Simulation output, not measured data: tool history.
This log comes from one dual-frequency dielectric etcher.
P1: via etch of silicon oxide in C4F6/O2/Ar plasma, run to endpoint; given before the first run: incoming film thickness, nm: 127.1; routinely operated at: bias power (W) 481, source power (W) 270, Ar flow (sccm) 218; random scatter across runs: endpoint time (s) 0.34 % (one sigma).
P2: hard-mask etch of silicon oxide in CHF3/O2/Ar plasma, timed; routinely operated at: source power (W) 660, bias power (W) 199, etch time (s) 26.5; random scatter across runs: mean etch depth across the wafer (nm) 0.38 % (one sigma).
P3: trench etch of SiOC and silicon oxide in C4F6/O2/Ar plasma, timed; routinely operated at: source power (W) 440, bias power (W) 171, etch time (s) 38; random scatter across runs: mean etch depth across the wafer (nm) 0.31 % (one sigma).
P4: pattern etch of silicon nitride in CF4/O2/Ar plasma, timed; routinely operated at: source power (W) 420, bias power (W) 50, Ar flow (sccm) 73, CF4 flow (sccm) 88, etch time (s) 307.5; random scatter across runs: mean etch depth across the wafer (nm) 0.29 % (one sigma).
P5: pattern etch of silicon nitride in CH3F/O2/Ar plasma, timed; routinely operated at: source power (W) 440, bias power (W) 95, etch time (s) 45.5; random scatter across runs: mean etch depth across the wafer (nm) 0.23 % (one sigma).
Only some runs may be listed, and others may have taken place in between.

| run | hour | process that ran | bias power (W) | source power (W) | Ar flow (sccm) | etch time (s) | CF4 flow (sccm) | hours since the last wet clean | hours since the last bias power generator calibration | hours since the last source power generator calibration | hours since the last Ar flow controller change | endpoint time (s) | mean etch depth across the wafer (nm) |
|---|---|---|---|---|---|---|---|---|---|---|---|---|---|
| 1 | 14 | P1 | 481 | 270 | 218 |  |  | 116.4 | 1731.1 | 1837.9 | 934 | 32.372 |  |
| 2 | 30.7 | P3 | 171 | 440 |  | 54 |  | 133.1 | 1747.8 | 1854.6 | 950.7 |  | 111.62 |
| 3 | 47.5 | P3 | 171 | 440 |  | 38 |  | 149.9 | 1764.6 | 1871.4 | 967.5 |  | 77.765 |
| 4 | 60.2 | P2 | 199 | 660 |  | 15 |  | 162.6 | 1777.3 | 1884.1 | 980.2 |  | 31.985 |
| 5 | 75.9 | P3 | 171 | 290 |  | 38 |  | 178.3 | 1793 | 1899.8 | 995.9 |  | 66.312 |
| 6 | 85 | P1 | 481 | 270 | 163 |  |  | 187.4 | 1802.1 | 1908.9 | 1005 | 31.132 |  |
| 7 | 93.9 | P5 | 127 | 440 |  | 45.5 |  | 196.3 | 1811 | 1917.8 | 1013.9 |  | 39.836 |
| 8 | 108.7 | P2 | 199 | 660 |  | 26.5 |  | 211.1 | 1825.8 | 1932.6 | 1028.7 |  | 56.624 |
| 9 | 124.4 | P1 | 345 | 270 | 284 |  |  | 226.8 | 1841.5 | 1948.3 | 1044.4 | 37.482 |  |
| 10 | 133.6 | P1 | 481 | 270 | 218 |  |  | 236 | 1850.7 | 1957.5 | 1053.6 | 32.361 |  |
| 11 | 145.7 | P1 | 481 | 180 | 157 |  |  | 248.1 | 1862.8 | 1969.6 | 1065.7 | 36.409 |  |
| 12 | 163.6 | P1 | 481 | 270 | 278 |  |  | 266 | 1880.7 | 1987.5 | 1083.6 | 33.424 |  |
| 13 | 174.5 | P5 | 95 | 440 |  | 63 |  | 276.9 | 1891.6 | 1998.4 | 1094.5 |  | 49.709 |
| 14 | 182.6 | P1 | 354 | 270 | 218 |  |  | 285 | 1899.7 | 2006.5 | 1102.6 | 36.588 |  |
| 15 | 199.4 | P1 | 481 | 270 | 218 |  |  | 301.8 | 1916.5 | 2023.3 | 1119.4 | 32.52 |  |
| 16 | 217.1 | P1 | 481 | 270 | 218 |  |  | 319.5 | 1934.2 | 2041 | 1137.1 | 32.591 |  |
| 17 | 228.8 | P1 | 585 | 270 | 218 |  |  | 331.2 | 1945.9 | 2052.7 | 1148.8 | 29.951 |  |
| 18 | 243 | P5 | 95 | 440 |  | 45.5 |  | 345.4 | 1960.1 | 2066.9 | 1163 |  | 35.823 |
| 19 | 257.7 | P1 | 481 | 270 | 218 |  |  | 360.1 | 1974.8 | 2081.6 | 1177.7 | 32.511 |  |
| 20 | 269.1 | P4 | 50 | 420 | 58 | 307.5 | 88 | 371.5 | 1986.2 | 2093 | 1189.1 |  | 515.01 |
| 21 | 279.3 | P3 | 171 | 440 |  | 38 |  | 381.7 | 1996.4 | 2103.2 | 1199.3 |  | 77.954 |
| 22 | 290.7 | P4 | 50 | 420 | 73 | 209 | 88 | 393.1 | 2007.8 | 2114.6 | 1210.7 |  | 339.94 |
|  | 290.9 | Ar flow controller replaced |
| 23 | 299.7 | P4 | 50 | 420 | 73 | 307.5 | 67 | 402.1 | 2016.8 | 2123.6 | 8.9 |  | 485.22 |
| 24 | 309.8 | P4 | 50 | 420 | 73 | 307.5 | 88 | 412.2 | 2026.9 | 2133.7 | 19 |  | 501.64 |
| 25 | 322.9 | P4 | 50 | 320 | 73 | 307.5 | 88 | 425.3 | 2040 | 2146.8 | 32.1 |  | 395.31 |
| 26 | 330.7 | P5 | 95 | 520 |  | 45.5 |  | 433.1 | 2047.8 | 2154.6 | 39.9 |  | 38.066 |
| 27 | 347.1 | P2 | 269 | 660 |  | 26.5 |  | 449.5 | 2064.2 | 2171 | 56.3 |  | 63.13 |
| 28 | 357.2 | P4 | 37 | 420 | 73 | 307.5 | 88 | 459.6 | 2074.3 | 2181.1 | 66.4 |  | 448.38 |
| 29 | 370.4 | P2 | 199 | 890 |  | 26.5 |  | 472.8 | 2087.5 | 2194.3 | 79.6 |  | 63.473 |
| 30 | 386.8 | P1 | 481 | 190 | 218 |  |  | 489.2 | 2103.9 | 2210.7 | 96 | 36.845 |  |
| 31 | 402.7 | P1 | 481 | 360 | 218 |  |  | 505.1 | 2119.8 | 2226.6 | 111.9 | 29.287 |  |
| 32 | 410.8 | P1 | 354 | 270 | 255 |  |  | 513.2 | 2127.9 | 2234.7 | 120 | 36.936 |  |
| 33 | 427.8 | P3 | 217 | 440 |  | 38 |  | 530.2 | 2144.9 | 2251.7 | 137 |  | 83.773 |

Run 34 is up next; what results do you expect?
| 34 | 441.4 | P1 | 481 | 270 | 218 |  |  | 543.8 | 2158.5 | 2265.3 | 150.6 | ? |  |

Logged for run 34: endpoint time (s) 32.443.
